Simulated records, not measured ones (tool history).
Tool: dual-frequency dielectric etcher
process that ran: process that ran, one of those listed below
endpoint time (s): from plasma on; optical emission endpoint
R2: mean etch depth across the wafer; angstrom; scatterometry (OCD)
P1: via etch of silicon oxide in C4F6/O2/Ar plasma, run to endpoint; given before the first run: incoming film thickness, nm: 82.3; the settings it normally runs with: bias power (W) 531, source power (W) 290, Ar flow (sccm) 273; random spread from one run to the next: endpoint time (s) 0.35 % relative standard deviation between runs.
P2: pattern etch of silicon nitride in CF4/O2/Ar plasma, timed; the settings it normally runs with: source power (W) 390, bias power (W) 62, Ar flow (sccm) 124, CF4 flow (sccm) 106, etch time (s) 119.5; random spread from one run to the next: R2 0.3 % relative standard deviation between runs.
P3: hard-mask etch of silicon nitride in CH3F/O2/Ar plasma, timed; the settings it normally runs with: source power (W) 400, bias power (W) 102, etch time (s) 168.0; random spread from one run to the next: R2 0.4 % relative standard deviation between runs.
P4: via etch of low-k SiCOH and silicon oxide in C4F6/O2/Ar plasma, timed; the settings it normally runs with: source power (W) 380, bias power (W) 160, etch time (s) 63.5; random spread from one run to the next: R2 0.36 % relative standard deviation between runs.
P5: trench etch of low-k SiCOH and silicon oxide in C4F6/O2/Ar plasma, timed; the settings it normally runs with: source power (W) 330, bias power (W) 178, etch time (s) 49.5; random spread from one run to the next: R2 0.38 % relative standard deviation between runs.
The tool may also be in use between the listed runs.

Run 1, hour 6.1: process that ran P1, bias power (W) 531, source power (W) 290, Ar flow (sccm) 273. Result: endpoint time (s) 19.974.
Run 2, hour 19.9: process that ran P5, bias power (W) 222, source power (W) 330, etch time (s) 49.5. Result: R2 1611.30 angstrom.
Run 3, hour 28.3: process that ran P4, bias power (W) 219, source power (W) 380, etch time (s) 63.5. Result: R2 1727.60 angstrom.
Run 4, hour 38.0: process that ran P4, bias power (W) 160, source power (W) 380, etch time (s) 90.5. Result: R2 2223.20 angstrom.
Run 5, hour 44.8: process that ran P1, bias power (W) 424, source power (W) 290, Ar flow (sccm) 273. Result: endpoint time (s) 21.580.
Run 6, hour 52.1: process that ran P4, bias power (W) 160, source power (W) 510, etch time (s) 63.5. Result: R2 1749.00 angstrom.
Run 7, hour 65.9: process that ran P3, bias power (W) 102, source power (W) 400, etch time (s) 168.0. Result: R2 1313.60 angstrom.
Run 8, hour 77.8: process that ran P1, bias power (W) 531, source power (W) 370, Ar flow (sccm) 273. Result: endpoint time (s) 18.199.
Run 9, hour 89.1: process that ran P1, bias power (W) 531, source power (W) 190, Ar flow (sccm) 273. Result: endpoint time (s) 23.246.
At hour 93.1: source power generator calibrated.
Run 10, hour 99.2: process that ran P5, bias power (W) 178, source power (W) 330, etch time (s) 28.0. Result: R2 845.05 angstrom.
Run 11, hour 110.9: process that ran P2, bias power (W) 62, source power (W) 300, Ar flow (sccm) 124, etch time (s) 119.5, CF4 flow (sccm) 106. Result: R2 1607.80 angstrom.
Run 12, hour 117.8: process that ran P2, bias power (W) 62, source power (W) 390, Ar flow (sccm) 124, etch time (s) 119.5, CF4 flow (sccm) 139. Result: R2 2075.70 angstrom.
Run 13, hour 131.0: process that ran P1, bias power (W) 531, source power (W) 290, Ar flow (sccm) 192. Result: endpoint time (s) 19.061.
Run 14, hour 139.0: process that ran P1, bias power (W) 531, source power (W) 290, Ar flow (sccm) 273. Result: endpoint time (s) 19.955.
Run 15, hour 148.1: process that ran P2, bias power (W) 89, source power (W) 390, Ar flow (sccm) 124, etch time (s) 119.5, CF4 flow (sccm) 106. Result: R2 2329.50 angstrom.
Run 16, hour 156.6: process that ran P3, bias power (W) 102, source power (W) 400, etch time (s) 241.0. Result: R2 1897.50 angstrom.
Run 17, hour 169.2: process that ran P2, bias power (W) 62, source power (W) 390, Ar flow (sccm) 124, etch time (s) 119.5, CF4 flow (sccm) 106. Result: R2 1999.70 angstrom.
Run 18, hour 176.9: process that ran P1, bias power (W) 531, source power (W) 290, Ar flow (sccm) 273. Result: endpoint time (s) 19.886.
Run 19, hour 183.8: process that ran P3, bias power (W) 102, source power (W) 290, etch time (s) 168.0. Result: R2 1164.90 angstrom.
Run 20, hour 196.4: process that ran P1, bias power (W) 531, source power (W) 380, Ar flow (sccm) 351. Result: endpoint time (s) 18.501.
Run 21, hour 208.7: process that ran P1, bias power (W) 531, source power (W) 190, Ar flow (sccm) 229. Result: endpoint time (s) 22.887.
Run 22, hour 222.6: process that ran P2, bias power (W) 62, source power (W) 390, Ar flow (sccm) 124, etch time (s) 174.0, CF4 flow (sccm) 106. Result: R2 2918.30 angstrom.
Run 23, hour 228.8: process that ran P1, bias power (W) 648, source power (W) 290, Ar flow (sccm) 273. Result: endpoint time (s) 18.549.
Run 24, hour 239.6: process that ran P1, bias power (W) 531, source power (W) 290, Ar flow (sccm) 273. Result: endpoint time (s) 19.795.
Run 25, hour 247.2: process that ran P5, bias power (W) 178, source power (W) 330, etch time (s) 49.5. Result: R2 1502.00 angstrom.
Run 26, hour 258.4: process that ran P1, bias power (W) 531, source power (W) 290, Ar flow (sccm) 273. Result: endpoint time (s) 19.945.
Run 27, hour 269.1: process that ran P4, bias power (W) 160, source power (W) 380, etch time (s) 63.5. Result: R2 1563.20 angstrom.
Run 28, hour 277.3: process that ran P5, bias power (W) 178, source power (W) 250, etch time (s) 49.5. Result: R2 1343.90 angstrom.
At hour 285.9: bias power generator calibrated.
Run 29, hour 286.2: process that ran P2, bias power (W) 62, source power (W) 390, Ar flow (sccm) 100, etch time (s) 119.5, CF4 flow (sccm) 106. Result: R2 2045.10 angstrom.
Run 30, hour 295.5: process that ran P1, bias power (W) 531, source power (W) 290, Ar flow (sccm) 338. Result: endpoint time (s) 20.344.
Run 31, hour 303.7: process that ran P1, bias power (W) 697, source power (W) 360, Ar flow (sccm) 273. Result: endpoint time (s) 16.486.
Run 32, hour 311.6: process that ran P3, bias power (W) 73, source power (W) 400, etch time (s) 168.0. Result: R2 1159.90 angstrom.
Run 33, hour 325.7: process that ran P1, bias power (W) 531, source power (W) 290, Ar flow (sccm) 273. Result: endpoint time (s) 19.844.
Run 34, hour 331.9: process that ran P1, bias power (W) 531, source power (W) 290, Ar flow (sccm) 273. Result: endpoint time (s) 19.873.
Run 35, hour 345.6: process that ran P1, bias power (W) 531, source power (W) 290, Ar flow (sccm) 273. Result: endpoint time (s) 19.653.
Run 36, hour 355.4: process that ran P1, bias power (W) 531, source power (W) 290, Ar flow (sccm) 273. Result: endpoint time (s) 19.502.
Run 37, hour 362.1: process that ran P1, bias power (W) 531, source power (W) 290, Ar flow (sccm) 273. Result: endpoint time (s) 19.474.
Run 38, hour 372.5: process that ran P1, bias power (W) 531, source power (W) 290, Ar flow (sccm) 273. Result: endpoint time (s) 19.522.
At hour 380.7: Ar flow controller replaced.
Run 39, hour 382.6: process that ran P1, bias power (W) 531, source power (W) 290, Ar flow (sccm) 273. Result: endpoint time (s) 19.591.
At hour 382.7: wet clean of the chamber.
Run 40, hour 396.2: process that ran P1, bias power (W) 531, source power (W) 290, Ar flow (sccm) 273. Result: endpoint time (s) 19.532.
Run 41, hour 403.1: process that ran P1, bias power (W) 531, source power (W) 290, Ar flow (sccm) 273. Result: endpoint time (s) 19.621.
Run 42, hour 413.3: process that ran P1, bias power (W) 531, source power (W) 290, Ar flow (sccm) 273. Result: endpoint time (s) 19.542.

The output of P1 has drifted from where it used to be. Each of the 2 causes below, taken at the size shown beside it, accounts for the log equally well:
A: bias power that arrives over what is set, % = 4.63
B: source power that arrives over what is set, % = 4.87
The gradual shift began around hour 325.7.
Each remaining cause and why it is not a fit:
chamber walls in a state that raises the etch rate, %: serviced at hour 382.7, which brought nothing back
Ar flow that arrives under what is set, %: serviced at hour 380.7, which brought nothing back

Consider the 4 single-wafer check runs listed below, results given as question marks: which one distinguishes between the causes by giving clearly different results for each?
Run check 1, hour 423.5: process that ran P3, bias power (W) 102, source power (W) 400, etch time (s) 168.0. Result: R2 ?.
Run check 2, hour 423.5: process that ran P2, bias power (W) 62, source power (W) 390, Ar flow (sccm) 124, etch time (s) 119.5, CF4 flow (sccm) 106. Result: R2 ?.
Run check 3, hour 423.5: process that ran P5, bias power (W) 178, source power (W) 330, etch time (s) 49.5. Result: R2 ?.
Run check 4, hour 423.5: process that ran P4, bias power (W) 160, source power (W) 380, etch time (s) 63.5. Result: R2 ?.

Expected result of each check under each candidate cause:
  check  result     if A     if B
check 1      R2  1334.30  1335.50
check 2      R2  2037.80  2084.60
check 3      R2  1516.10  1522.00
check 4      R2  1582.80  1590.00
Smallest distance between any two causes, each pair judged by its most separating result, in per cent: check 1 0.09 %; check 2 2.27 %; check 3 0.39 %; check 4 0.46 %
Check 2 distinguishes between the causes, while the remaining checks would return nearly the same result for all of them.

Then check 2 was run and gave: R2 2035.80 angstrom. Which cause is it?

It is A: bias power that arrives over what is set, %.

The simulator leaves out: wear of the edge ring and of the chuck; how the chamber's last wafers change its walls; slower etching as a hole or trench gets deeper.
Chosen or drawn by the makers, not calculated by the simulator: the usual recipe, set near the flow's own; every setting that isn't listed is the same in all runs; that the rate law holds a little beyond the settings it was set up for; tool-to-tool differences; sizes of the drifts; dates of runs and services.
